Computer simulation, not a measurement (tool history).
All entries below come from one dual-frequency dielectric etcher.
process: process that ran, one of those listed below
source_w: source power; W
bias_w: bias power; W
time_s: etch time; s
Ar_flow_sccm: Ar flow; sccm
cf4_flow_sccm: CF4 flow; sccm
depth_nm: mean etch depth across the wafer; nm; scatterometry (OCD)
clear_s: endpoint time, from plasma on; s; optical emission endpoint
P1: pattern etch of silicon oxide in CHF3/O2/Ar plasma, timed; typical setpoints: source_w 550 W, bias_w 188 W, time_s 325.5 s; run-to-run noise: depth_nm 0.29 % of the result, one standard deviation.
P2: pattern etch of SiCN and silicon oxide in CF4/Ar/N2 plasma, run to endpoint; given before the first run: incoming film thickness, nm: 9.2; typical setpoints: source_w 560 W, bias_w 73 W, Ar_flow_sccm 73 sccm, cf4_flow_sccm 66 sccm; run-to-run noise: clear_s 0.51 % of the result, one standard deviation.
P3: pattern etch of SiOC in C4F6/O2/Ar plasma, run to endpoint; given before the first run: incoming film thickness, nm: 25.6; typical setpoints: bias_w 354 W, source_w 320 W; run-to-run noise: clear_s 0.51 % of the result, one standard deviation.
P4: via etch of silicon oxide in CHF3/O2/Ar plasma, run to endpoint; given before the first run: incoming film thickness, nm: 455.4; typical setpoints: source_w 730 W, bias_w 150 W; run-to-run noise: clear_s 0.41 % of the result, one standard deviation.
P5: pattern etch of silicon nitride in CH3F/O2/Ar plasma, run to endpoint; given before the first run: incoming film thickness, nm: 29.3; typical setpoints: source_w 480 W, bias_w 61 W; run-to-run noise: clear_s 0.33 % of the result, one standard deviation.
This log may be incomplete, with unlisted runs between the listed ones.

run	hour	process	source_w	bias_w	time_s	Ar_flow_sccm	cf4_flow_sccm	hours since the last wet clean	hours since the last source power generator calibration	hours since the last bias power generator calibration	depth_nm	clear_s
1	9.7	P1	550	188	325.5			325.5	312.2	1052.5	646.09	
2	16.8	P2	560	45		73	66	332.6	319.3	1059.6		9.7643
3	28.5	P5	480	61				344.3	331.0	1071.3		41.9270
4	39.8	P3	250	354				355.6	342.3	1082.6		11.6040
5	55.3	P1	550	188	325.5			371.1	357.8	1098.1	643.77	
6	65.5	P1	550	188	325.5			381.3	368.0	1108.3	646.39	
7	74.8	P2	560	73		73	54	390.6	377.3	1117.6		8.6214
8	85.8	P2	560	73		73	66	401.6	388.3	1128.6		8.4454
9	96.0	P1	550	188	459.5			411.8	398.5	1138.8	914.12	
10	107.6	P2	740	73		73	66	423.4	410.1	1150.4		6.5365
11	114.9	P1	730	188	325.5			430.7	417.4	1157.7	718.26	
12	124.7	P3	320	354				440.5	427.2	1167.5		10.4950
13	132.7	P3	320	354				448.5	435.2	1175.5		10.5170
14	143.7	P3	320	492				459.5	446.2	1186.5		9.2669
15	153.9	P1	400	188	325.5			469.7	456.4	1196.7	573.40	
16	163.2	P2	560	73		73	66	479.0	465.7	1206.0		8.3981
17	178.5	P5	480	61				494.3	481.0	1221.3		41.9830
18	191.2	P2	560	73		93	66	507.0	493.7	1234.0		8.7895
19	200.3	P1	550	120	434.0			516.1	502.8	1243.1	741.89	
20	207.3	P4	550	150				523.1	509.8	1250.1		246.4500
21	214.7	P1	550	188	325.5			530.5	517.2	1257.5	648.32	
22	229.6	P5	480	45				545.4	532.1	1272.4		46.0850
23	238.4	P1	550	141	325.5			554.2	540.9	1281.2	587.56	
24	250.6	P4	730	203				566.4	553.1	1293.4		200.6400
25	262.5	P1	550	188	203.0			578.3	565.0	1305.3	401.44	
26	271.6	P5	620	61				587.4	574.1	1314.4		37.7610
27	285.5	P1	550	223	325.5			601.3	588.0	1328.3	687.68	
28	293.2	P4	730	150				609.0	595.7	1336.0		221.1300
29	302.8	P4	730	150				618.6	605.3	1345.6		222.8700
30	314.8	P1	550	188	325.5			630.6	617.3	1357.6	644.50	
31	329.5	P1	550	188	325.5			645.3	632.0	1372.3	648.81	
32	340.4	P1	550	188	325.5			656.2	642.9	1383.2	651.19	
33	350.7	P1	550	188	325.5			666.5	653.2	1393.5	652.80	
34	359.8	P1	550	188	325.5			675.6	662.3	1402.6	656.03	
35	373.8	P1	550	188	325.5			689.6	676.3	1416.6	654.52	
36	388.4	P1	550	188	325.5			704.2	690.9	1431.2	653.58	
# hour 391.7: wet clean of the chamber
37	402.2	P1	550	188	325.5			10.6	704.7	1445.0	654.75	
38	416.9	P1	550	188	325.5			25.3	719.4	1459.7	657.74	
39	425.7	P1	550	188	325.5			34.1	728.2	1468.5	657.38	
40	439.5	P1	550	188	325.5			47.9	742.0	1482.3	657.86	
41	448.7	P1	550	188	325.5			57.1	751.2	1491.5	654.74	

Compared with where it was, what P1 gives has crept away. Each cause listed below fits the log as well as the rest, at the size given for it:
A: bias power that arrives over what is set, % = 4.41
B: source power that arrives over what is set, % = 3.96
Onset of the creep was near hour 314.8.
All other causes, with the reason each is excluded:
chamber walls in a state that raises the etch rate, %: serviced at hour 391.7, after the drift had started, without restoring the earlier output

The 4 check runs listed below each average the results of 5 wafers, and their outcomes are marked with question marks. Under which run would the listed causes produce clearly different results?
check 1	457.9	P2	560	73		73	66					?
check 2	457.9	P5	480	61								?
check 3	457.9	P4	730	150								?
check 4	457.9	P3	320	354								?

Check results expected under each cause:
check	result	if A	if B
check 1	clear_s	8.3217	8.1520
check 2	clear_s	41.2850	41.2480
check 3	clear_s	219.3400	219.0600
check 4	clear_s	10.3100	10.3210
How far apart the two closest causes lie, in the result that separates them most: check 1 2.06 %; check 2 0.09 %; check 3 0.13 %; check 4 0.1 %
Check 1 distinguishes between the causes, while the remaining checks would return nearly the same result for all of them.

Check 1 was carried out, with these results: clear_s 8.2974 s. Which of the listed causes is responsible?

The cause is A: bias power that arrives over what is set, %.
